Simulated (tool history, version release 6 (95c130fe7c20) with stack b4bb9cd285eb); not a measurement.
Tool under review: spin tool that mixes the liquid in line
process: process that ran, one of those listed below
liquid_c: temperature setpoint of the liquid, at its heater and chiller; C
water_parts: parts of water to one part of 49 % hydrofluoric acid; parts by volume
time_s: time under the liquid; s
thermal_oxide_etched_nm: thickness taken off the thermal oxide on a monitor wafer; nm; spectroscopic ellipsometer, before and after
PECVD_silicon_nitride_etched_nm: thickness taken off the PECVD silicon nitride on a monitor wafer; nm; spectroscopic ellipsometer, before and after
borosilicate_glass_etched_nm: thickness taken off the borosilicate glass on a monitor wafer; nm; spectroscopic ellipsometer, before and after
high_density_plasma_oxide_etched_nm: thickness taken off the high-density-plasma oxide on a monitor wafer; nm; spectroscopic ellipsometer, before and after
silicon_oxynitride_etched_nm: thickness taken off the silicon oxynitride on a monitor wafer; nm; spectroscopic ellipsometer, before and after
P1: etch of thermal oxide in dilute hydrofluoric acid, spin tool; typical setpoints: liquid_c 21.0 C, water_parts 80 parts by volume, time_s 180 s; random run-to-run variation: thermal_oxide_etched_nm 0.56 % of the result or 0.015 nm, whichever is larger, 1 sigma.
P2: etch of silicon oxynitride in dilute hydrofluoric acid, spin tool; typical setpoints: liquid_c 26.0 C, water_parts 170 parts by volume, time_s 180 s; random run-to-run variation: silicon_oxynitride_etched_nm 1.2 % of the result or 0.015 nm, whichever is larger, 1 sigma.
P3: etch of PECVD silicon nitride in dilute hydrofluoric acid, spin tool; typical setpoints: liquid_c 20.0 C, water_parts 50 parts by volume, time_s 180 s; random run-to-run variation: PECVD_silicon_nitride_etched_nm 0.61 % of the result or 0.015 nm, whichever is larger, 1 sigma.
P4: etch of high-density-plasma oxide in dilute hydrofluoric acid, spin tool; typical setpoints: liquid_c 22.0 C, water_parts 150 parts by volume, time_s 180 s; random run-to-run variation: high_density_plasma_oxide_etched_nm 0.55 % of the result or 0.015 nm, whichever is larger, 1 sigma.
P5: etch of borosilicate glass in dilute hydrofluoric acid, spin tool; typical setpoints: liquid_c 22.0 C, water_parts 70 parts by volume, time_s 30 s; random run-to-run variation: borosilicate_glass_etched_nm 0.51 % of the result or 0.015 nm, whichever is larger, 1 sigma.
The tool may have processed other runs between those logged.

| run | hour | process | liquid_c | water_parts | time_s | thermal_oxide_etched_nm | PECVD_silicon_nitride_etched_nm | borosilicate_glass_etched_nm | high_density_plasma_oxide_etched_nm | silicon_oxynitride_etched_nm |
|---|---|---|---|---|---|---|---|---|---|---|
| 1 | 4.2 | P1 | 21.0 | 80 | 180 | 9.69520 |  |  |  |  |
| 2 | 10.2 | P1 | 21.0 | 80 | 15 | 0.82974 |  |  |  |  |
| 3 | 17.2 | P3 | 20.0 | 25 | 180 |  | 9.0371 |  |  |  |
| 4 | 20.9 | P5 | 22.0 | 70 | 30 |  |  | 10.0350 |  |  |
| 5 | 27.2 | P4 | 22.0 | 150 | 35 |  |  |  | 1.7176 |  |
| 6 | 33.6 | P3 | 24.5 | 50 | 180 |  | 6.3213 |  |  |  |
| 7 | 39.2 | P4 | 22.0 | 150 | 180 |  |  |  | 8.7285 |  |
| 8 | 44.1 | P2 | 18.0 | 170 | 180 |  |  |  |  | 1.3122 |
| 9 | 48.2 | P1 | 21.0 | 120 | 180 | 6.23010 |  |  |  |  |
| 10 | 53.8 | P3 | 20.0 | 50 | 70 |  | 1.8079 |  |  |  |
| 11 | 60.3 | P1 | 17.0 | 80 | 265 | 12.14100 |  |  |  |  |
| 12 | 67.9 | P1 | 21.0 | 80 | 180 | 9.93800 |  |  |  |  |
| 13 | 74.3 | P1 | 21.0 | 80 | 180 | 9.79910 |  |  |  |  |
| 14 | 78.3 | P1 | 21.0 | 80 | 180 | 9.87660 |  |  |  |  |
| 15 | 83.6 | P4 | 18.0 | 150 | 180 |  |  |  | 7.3990 |  |
| 16 | 90.6 | P2 | 26.0 | 170 | 180 |  |  |  |  | 1.9555 |
| 17 | 95.2 | P2 | 26.0 | 170 | 180 |  |  |  |  | 1.9854 |
| 18 | 100.3 | P5 | 22.0 | 70 | 15 |  |  | 5.0523 |  |  |
| 19 | 106.1 | P4 | 22.0 | 55 | 180 |  |  |  | 26.5240 |  |
| 20 | 110.9 | P1 | 21.0 | 80 | 355 | 19.27300 |  |  |  |  |
| 21 | 116.4 | P1 | 29.5 | 80 | 180 | 13.69200 |  |  |  |  |
| 22 | 121.8 | P2 | 26.0 | 235 | 180 |  |  |  |  | 1.3663 |
| 23 | 127.0 | P4 | 22.0 | 150 | 180 |  |  |  | 8.7230 |  |
| 24 | 130.9 | P3 | 20.0 | 50 | 180 |  | 4.5609 |  |  |  |
| 25 | 137.6 | P2 | 26.0 | 170 | 330 |  |  |  |  | 3.5509 |
| 26 | 142.4 | P5 | 22.0 | 20 | 30 |  |  | 37.4750 |  |  |
| 27 | 148.0 | P1 | 21.0 | 80 | 180 | 9.80650 |  |  |  |  |
| 28 | 154.2 | P1 | 21.0 | 80 | 180 | 9.76260 |  |  |  |  |
| 29 | 159.6 | P5 | 26.5 | 70 | 30 |  |  | 12.0680 |  |  |
| 30 | 163.1 | P1 | 21.0 | 45 | 180 | 18.35800 |  |  |  |  |
| 31 | 168.4 | P1 | 21.0 | 130 | 350 | 11.14500 |  |  |  |  |
| 32 | 174.6 | P1 | 17.0 | 80 | 180 | 8.30720 |  |  |  |  |
| 33 | 179.9 | P5 | 22.0 | 70 | 30 |  |  | 10.0820 |  |  |
| 34 | 186.7 | P1 | 21.0 | 80 | 180 | 9.78220 |  |  |  |  |
| 35 | 190.6 | P1 | 21.0 | 80 | 180 | 9.90120 |  |  |  |  |
| 36 | 196.6 | P1 | 21.0 | 80 | 180 | 10.16300 |  |  |  |  |
| 37 | 202.5 | P1 | 21.0 | 80 | 180 | 10.34400 |  |  |  |  |
| 38 | 207.2 | P1 | 21.0 | 80 | 180 | 10.30300 |  |  |  |  |
| 39 | 213.4 | P1 | 21.0 | 80 | 180 | 10.26700 |  |  |  |  |
| 40 | 220.7 | P1 | 21.0 | 80 | 180 | 10.37800 |  |  |  |  |
| 41 | 226.0 | P1 | 21.0 | 80 | 180 | 10.48800 |  |  |  |  |
| 42 | 229.5 | P1 | 21.0 | 80 | 180 | 10.44000 |  |  |  |  |

What P1 gives has crept off from where it sat before. The 2 causes that follow fit the log equally well, each at the size noted:
A: liquid hotter than its thermometer reads (K) = 1.41
B: hydrofluoric acid flow above the setpoint (%) = 5.4
At approximately hour 186.7, the process output began to creep.

Below are 4 check runs, each averaged over 2 wafers, with their results shown as question marks. Which of them would give clearly different results depending on which cause is behind the drift?
| check 1 | 233.0 | P2 | 26.0 | 170 | 180 |  |  |  |  | ? |
| check 2 | 233.0 | P4 | 22.0 | 150 | 180 |  |  |  | ? |  |
| check 3 | 233.0 | P3 | 20.0 | 50 | 180 |  | ? |  |  |  |
| check 4 | 233.0 | P5 | 22.0 | 70 | 30 |  |  | ? |  |  |

What each check would give under each cause:
| check | result | if A | if B |
|---|---|---|---|
| check 1 | silicon_oxynitride_etched_nm | 2.1104 | 2.1053 |
| check 2 | high_density_plasma_oxide_etched_nm | 9.2142 | 9.2738 |
| check 3 | PECVD_silicon_nitride_etched_nm | 5.1213 | 4.8893 |
| check 4 | borosilicate_glass_etched_nm | 10.6690 | 10.6610 |
Distance between the nearest two causes, measured in the result of the check that separates them most: check 1 0.24 %; check 2 0.64 %; check 3 4.64 %; check 4 0.07 %
Check 3 is the one run that separates the causes; every other check would come out nearly the same whichever cause is at work.

Then check 3 was run and gave: PECVD_silicon_nitride_etched_nm 4.9034 nm. Which cause is it?

It is B: hydrofluoric acid flow above the setpoint (%).
